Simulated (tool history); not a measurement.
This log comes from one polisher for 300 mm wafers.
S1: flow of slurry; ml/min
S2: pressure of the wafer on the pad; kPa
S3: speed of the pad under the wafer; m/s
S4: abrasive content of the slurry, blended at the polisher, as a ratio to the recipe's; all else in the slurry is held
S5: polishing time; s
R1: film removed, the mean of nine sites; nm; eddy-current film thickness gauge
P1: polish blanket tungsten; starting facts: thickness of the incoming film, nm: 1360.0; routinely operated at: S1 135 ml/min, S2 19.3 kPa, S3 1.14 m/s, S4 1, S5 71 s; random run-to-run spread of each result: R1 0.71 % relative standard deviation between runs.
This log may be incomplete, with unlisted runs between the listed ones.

{"run": 1, "hour": 2.5, "S1": 135, "S2": 19.3, "S3": 1.14, "S4": 1, "S5": 71, "R1": 280.67}
{"run": 2, "hour": 7.2, "S1": 135, "S2": 19.3, "S3": 1.46, "S4": 1, "S5": 51, "R1": 261.61}
{"run": 3, "hour": 11.8, "S1": 135, "S2": 19.3, "S3": 1.14, "S4": 1, "S5": 71, "R1": 283.94}
{"run": 4, "hour": 13.9, "S1": 135, "S2": 24.1, "S3": 0.7, "S4": 1, "S5": 71, "R1": 216.89}
{"run": 5, "hour": 16.1, "S1": 135, "S2": 25.5, "S3": 1.5, "S4": 1, "S5": 71, "R1": 489.56}
{"run": 6, "hour": 19.1, "S1": 135, "S2": 19.3, "S3": 0.64, "S4": 1, "S5": 71, "R1": 158.47}
{"run": 7, "hour": 23.7, "S1": 135, "S2": 12.4, "S3": 1.14, "S4": 1, "S5": 71, "R1": 181.58}
{"run": 8, "hour": 28.2, "S1": 135, "S2": 19.3, "S3": 1.14, "S4": 0.55, "S5": 71, "R1": 248.33}
{"run": 9, "hour": 30.5, "S1": 135, "S2": 19.3, "S3": 1.14, "S4": 1, "S5": 40, "R1": 158.5}
{"run": 10, "hour": 34.0, "S1": 135, "S2": 19.3, "S3": 1.14, "S4": 1, "S5": 71, "R1": 279.81}
{"run": 11, "hour": 38.6, "S1": 185, "S2": 19.3, "S3": 1.14, "S4": 1, "S5": 71, "R1": 295.04}
{"run": 12, "hour": 41.7, "S1": 135, "S2": 19.3, "S3": 1.14, "S4": 1.45, "S5": 71, "R1": 308.25}
{"run": 13, "hour": 45.2, "S1": 135, "S2": 19.3, "S3": 1.8, "S4": 1, "S5": 71, "R1": 446.31}
{"run": 14, "hour": 48.4, "S1": 135, "S2": 19.3, "S3": 1.14, "S4": 1, "S5": 93, "R1": 368.26}
{"run": 15, "hour": 50.5, "S1": 135, "S2": 19.3, "S3": 1.14, "S4": 1, "S5": 71, "R1": 277.32}
{"run": 16, "hour": 53.5, "S1": 135, "S2": 28.3, "S3": 1.14, "S4": 1, "S5": 71, "R1": 411.12}
{"run": 17, "hour": 56.3, "S1": 80, "S2": 19.3, "S3": 1.14, "S4": 1, "S5": 71, "R1": 247.81}
{"run": 18, "hour": 59.2, "S1": 135, "S2": 19.3, "S3": 1.14, "S4": 1, "S5": 71, "R1": 282.56}
{"run": 19, "hour": 62.1, "S1": 135, "S2": 19.3, "S3": 1.14, "S4": 1, "S5": 71, "R1": 276.32}
{"run": 20, "hour": 66.3, "S1": 135, "S2": 19.3, "S3": 1.14, "S4": 1, "S5": 71, "R1": 265.75}
{"run": 21, "hour": 70.3, "S1": 135, "S2": 19.3, "S3": 1.14, "S4": 1, "S5": 71, "R1": 264.25}
{"hour": 73.1, "done": "worn pad replaced by a new one"}
{"run": 22, "hour": 73.1, "S1": 135, "S2": 19.3, "S3": 1.14, "S4": 1, "S5": 71, "R1": 263.67}
{"run": 23, "hour": 76.1, "S1": 135, "S2": 19.3, "S3": 1.14, "S4": 1, "S5": 71, "R1": 260.28}
{"hour": 78.3, "done": "slurry tank refilled with fresh slurry and peroxide"}
{"run": 24, "hour": 79.9, "S1": 135, "S2": 19.3, "S3": 1.14, "S4": 1, "S5": 71, "R1": 256.13}
{"hour": 81.1, "done": "slurry blender recalibrated"}
{"run": 25, "hour": 83.0, "S1": 135, "S2": 19.3, "S3": 1.14, "S4": 1, "S5": 71, "R1": 254.93}
{"run": 26, "hour": 86.1, "S1": 135, "S2": 19.3, "S3": 1.14, "S4": 1, "S5": 71, "R1": 254.78}
{"run": 27, "hour": 89.9, "S1": 135, "S2": 19.3, "S3": 1.14, "S4": 1, "S5": 71, "R1": 252.39}
{"run": 28, "hour": 93.2, "S1": 135, "S2": 19.3, "S3": 1.14, "S4": 1, "S5": 71, "R1": 254.99}

Compared with where it was, what P1 gives has crept away. Each cause listed below fits the log as well as the rest, at the size given for it:
A: head's pressure below its setpoint, % = 9.65
B: slurry flow missing at the pad, % = 35.2
At approximately hour 59.2, the process output began to creep.
Other possible causes, and why each is ruled out:
removal rate lost through wear of the pad, %: work on it at hour 73.1, done after the drift set in, did not restore what the process gave before
abrasive missing from the slurry, %: work on it at hour 81.1, done after the drift set in, did not restore what the process gave before
peroxide lost from the slurry, %: work on it at hour 78.3, done after the drift set in, did not restore what the process gave before

Consider the 4 check runs below, whose results appear as question marks and each of which averages 5 wafers. Which one distinguishes the causes, in that each cause would give it a clearly different result?
{"run": "check 1", "hour": 96.5, "S1": 135, "S2": 26.2, "S3": 1.14, "S4": 1, "S5": 71, "R1": "?"}
{"run": "check 2", "hour": 96.5, "S1": 135, "S2": 19.3, "S3": 1.14, "S4": 0.8, "S5": 71, "R1": "?"}
{"run": "check 3", "hour": 96.5, "S1": 185, "S2": 19.3, "S3": 1.14, "S4": 1, "S5": 71, "R1": "?"}
{"run": "check 4", "hour": 96.5, "S1": 135, "S2": 19.3, "S3": 0.8, "S4": 0.55, "S5": 71, "R1": "?"}

Check results expected under each cause:
check=check_1 result=R1 if_A=344.66 if_B=344.65
check=check_2 result=R1 if_A=241.04 if_B=241.04
check=check_3 result=R1 if_A=267.6 if_B=274.42
check=check_4 result=R1 if_A=155.37 if_B=155.37
Separation of the two closest causes in each check, using whichever result separates them best: check 1 0 %; check 2 0 %; check 3 2.52 %; check 4 0 %
Only check 3 tells the causes apart: in the others they would give nearly the same result.

Check 3 has now been run. It gave: R1 275.37 nm. Which of the candidate causes is it?

Of the candidate causes, it is B: slurry flow missing at the pad, %.
